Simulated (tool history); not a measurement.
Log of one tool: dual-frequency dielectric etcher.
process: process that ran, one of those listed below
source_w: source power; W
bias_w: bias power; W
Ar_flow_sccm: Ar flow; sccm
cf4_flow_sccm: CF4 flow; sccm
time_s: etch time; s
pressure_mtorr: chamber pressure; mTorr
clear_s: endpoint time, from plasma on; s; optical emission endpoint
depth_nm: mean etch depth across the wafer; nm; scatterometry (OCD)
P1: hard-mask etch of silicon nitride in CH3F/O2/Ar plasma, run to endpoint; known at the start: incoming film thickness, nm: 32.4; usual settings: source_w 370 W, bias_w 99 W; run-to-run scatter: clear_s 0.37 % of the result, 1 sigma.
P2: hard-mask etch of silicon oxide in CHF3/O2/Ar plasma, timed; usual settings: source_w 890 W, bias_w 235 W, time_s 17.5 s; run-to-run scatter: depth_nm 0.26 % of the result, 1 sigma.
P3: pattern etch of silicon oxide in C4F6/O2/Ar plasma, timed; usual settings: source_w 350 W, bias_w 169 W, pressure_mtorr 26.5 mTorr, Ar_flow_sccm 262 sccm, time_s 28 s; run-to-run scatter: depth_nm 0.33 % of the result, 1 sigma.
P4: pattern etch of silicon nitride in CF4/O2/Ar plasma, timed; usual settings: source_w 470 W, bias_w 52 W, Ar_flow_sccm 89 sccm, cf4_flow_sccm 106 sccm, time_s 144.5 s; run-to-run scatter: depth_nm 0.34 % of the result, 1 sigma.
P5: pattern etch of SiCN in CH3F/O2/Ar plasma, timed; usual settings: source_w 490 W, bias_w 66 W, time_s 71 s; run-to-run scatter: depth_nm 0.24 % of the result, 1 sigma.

run   hour  process  source_w  bias_w  Ar_flow_sccm  cf4_flow_sccm  time_s  pressure_mtorr  hours since the last wet clean  hours since the last source power generator calibration  hours since the last bias power generator calibration  clear_s  depth_nm
  1      4       P1       370      99                                                                                 70.9                                                    440.7                                                  982.9   43.844
  2    8.1       P4       470      52            89             63   144.5                                              75                                                    444.8                                                    987             247.65
  3   13.1       P1       370      76                                                                                   80                                                    449.8                                                    992    48.36
  4   16.9       P1       370      99                                                                                 83.8                                                    453.6                                                  995.8   44.082
      20.7  -- source power generator calibrated
  5   23.1       P1       370      99                                                                                   90                                                      2.4                                                   1002   44.047
  6   27.7       P1       370      99                                                                                 94.6                                                        7                                                 1006.6    44.26
  7   33.6       P1       300     125                                                                                100.5                                                     12.9                                                 1012.5   43.533
  8   38.2       P5       490      80                                   71                                           105.1                                                     17.5                                                 1017.1             30.514
  9   43.8       P3       350     169           262                   16.5            26.5                           110.7                                                     23.1                                                 1022.7             50.647
 10   50.6       P2       890     235                                 17.5                                           117.5                                                     29.9                                                 1029.5             45.601
 11   55.4       P3       350     169           361                     28            26.5                           122.3                                                     34.7                                                 1034.3             82.133
 12   60.2       P2       890     156                                 17.5                                           127.1                                                     39.5                                                 1039.1             39.925
 13   67.7       P5       490      66                                   71                                           134.6                                                       47                                                 1046.6             28.564
 14   74.1       P5       490      66                                 40.5                                             141                                                     53.4                                                   1053             16.285
 15   80.8       P1       370     118                                                                                147.7                                                     60.1                                                 1059.7    41.43
 16   84.9       P5       490      66                                   71                                           151.8                                                     64.2                                                 1063.8             28.492
 17   91.7       P3       350     169           262                     28            26.5                           158.6                                                       71                                                 1070.6             85.111
 18   97.2       P5       330      66                                   71                                           164.1                                                     76.5                                                 1076.1             24.615
 19    102       P1       470      99                                                                                168.9                                                     81.3                                                 1080.9   40.377
 20  108.2       P1       310     118                                                                                175.1                                                     87.5                                                 1087.1   44.206
 21  112.1       P3       350     220           262                     28            26.5                             179                                                     91.4                                                   1091             92.568
 22  120.5       P4       470      52            89            106   144.5                                           187.4                                                     99.8                                                 1099.4             262.63
 23    126       P1       370      99                                                                                192.9                                                    105.3                                                 1104.9   44.327
     128.2  -- wet clean of the chamber
 24  132.6       P4       470      31            89            106   144.5                                             4.5                                                    111.9                                                 1111.5             218.05
 25  137.8       P3       350     169           262                     28              32                             9.7                                                    117.1                                                 1116.7             83.694
 26  144.1       P4       470      52            59            106   144.5                                              16                                                    123.4                                                   1123             274.16
 27  151.6       P3       350     169           262                     28            26.5                            23.5                                                    130.9                                                 1130.5             85.305
 28  157.8       P1       480      68                                                                                 29.7                                                    137.1                                                 1136.7    45.74
 29  161.7       P1       230      99                                                                                 33.6                                                      141                                                 1140.6   52.285
 30  166.2       P2       720     235                                 17.5                                            38.1                                                    145.5                                                 1145.1             42.057
 31  172.2       P4       630      52            89            106   144.5                                            44.1                                                    151.5                                                 1151.1             337.35
 32  178.9       P2       890     235                                   25                                            50.8                                                    158.2                                                 1157.8             65.257
 33  186.3       P4       470      52            89            106   206.5                                            58.2                                                    165.6                                                 1165.2              376.5
 34  194.3       P1       370      99                                                                                 66.2                                                    173.6                                                 1173.2   44.209
 35  198.4       P3       260     169           262                     28            26.5                            70.3                                                    177.7                                                 1177.3             76.271
 36  206.9       P1       370      99                                                                                 78.8                                                    186.2                                                 1185.8    44.17
 37  210.9       P1       370      99                                                                                 82.8                                                    190.2                                                 1189.8   44.149
 38    218       P1       370      99                                                                                 89.9                                                    197.3                                                 1196.9   44.363
 39  225.1       P1       370      99                                                                                   97                                                    204.4                                                   1204   44.836
 40  231.4       P1       370      99                                                                                103.3                                                    210.7                                                 1210.3   44.678
 41  238.1       P1       370      99                                                                                  110                                                    217.4                                                   1217   44.753
       240  -- wet clean of the chamber
 42  243.5       P1       370      99                                                                                  3.6                                                    222.8                                                 1222.4   44.779
 43  247.8       P1       370      99                                                                                  7.9                                                    227.1                                                 1226.7   44.803
 44  255.9       P1       370      99                                                                                   16                                                    235.2                                                 1234.8   44.923
 45  263.9       P1       370      99                                                                                   24                                                    243.2                                                 1242.8   44.809
 46  271.4       P1       370      99                                                                                 31.5                                                    250.7                                                 1250.3   45.105

What P1 gives has crept away from where it was. These 2 causes fit the log equally well, each at the size given:
A: bias power that arrives under what is set, % = 4.93
B: source power that arrives under what is set, % = 4.86
The creep began at about hour 206.9.
Why every other cause is out:
chamber walls in a state that lowers the etch rate, %: serviced at hour 240, which brought nothing back

4 check runs are offered, one wafer each, their results left as question marks. Which one tells the causes apart?
check 1  278.9       P5       490      77                                   71                                                                                                                                                                                  ?
check 2  278.9       P4       470      33            71            106   144.5                                                                                                                                                                                  ?
check 3  278.9       P2       890     160                                 17.5                                                                                                                                                                                  ?
check 4  278.9       P3       350     213           336                     28            26.5                                                                                                                                                                  ?

What each check would give under each cause:
  check    result    if A    if B
check 1  depth_nm  29.566  29.538
check 2  depth_nm  226.29  220.05
check 3  depth_nm  39.556  39.424
check 4  depth_nm  88.213  87.989
How far apart the two closest causes lie, in the result that separates them most: check 1 0.1 %; check 2 2.8 %; check 3 0.33 %; check 4 0.25 %
Check 2 tells the causes apart: in the others they would give nearly the same result.

Check 2 was then run and gave: depth_nm 226.47 nm. Which cause is it?

It is A: bias power that arrives under what is set, %.
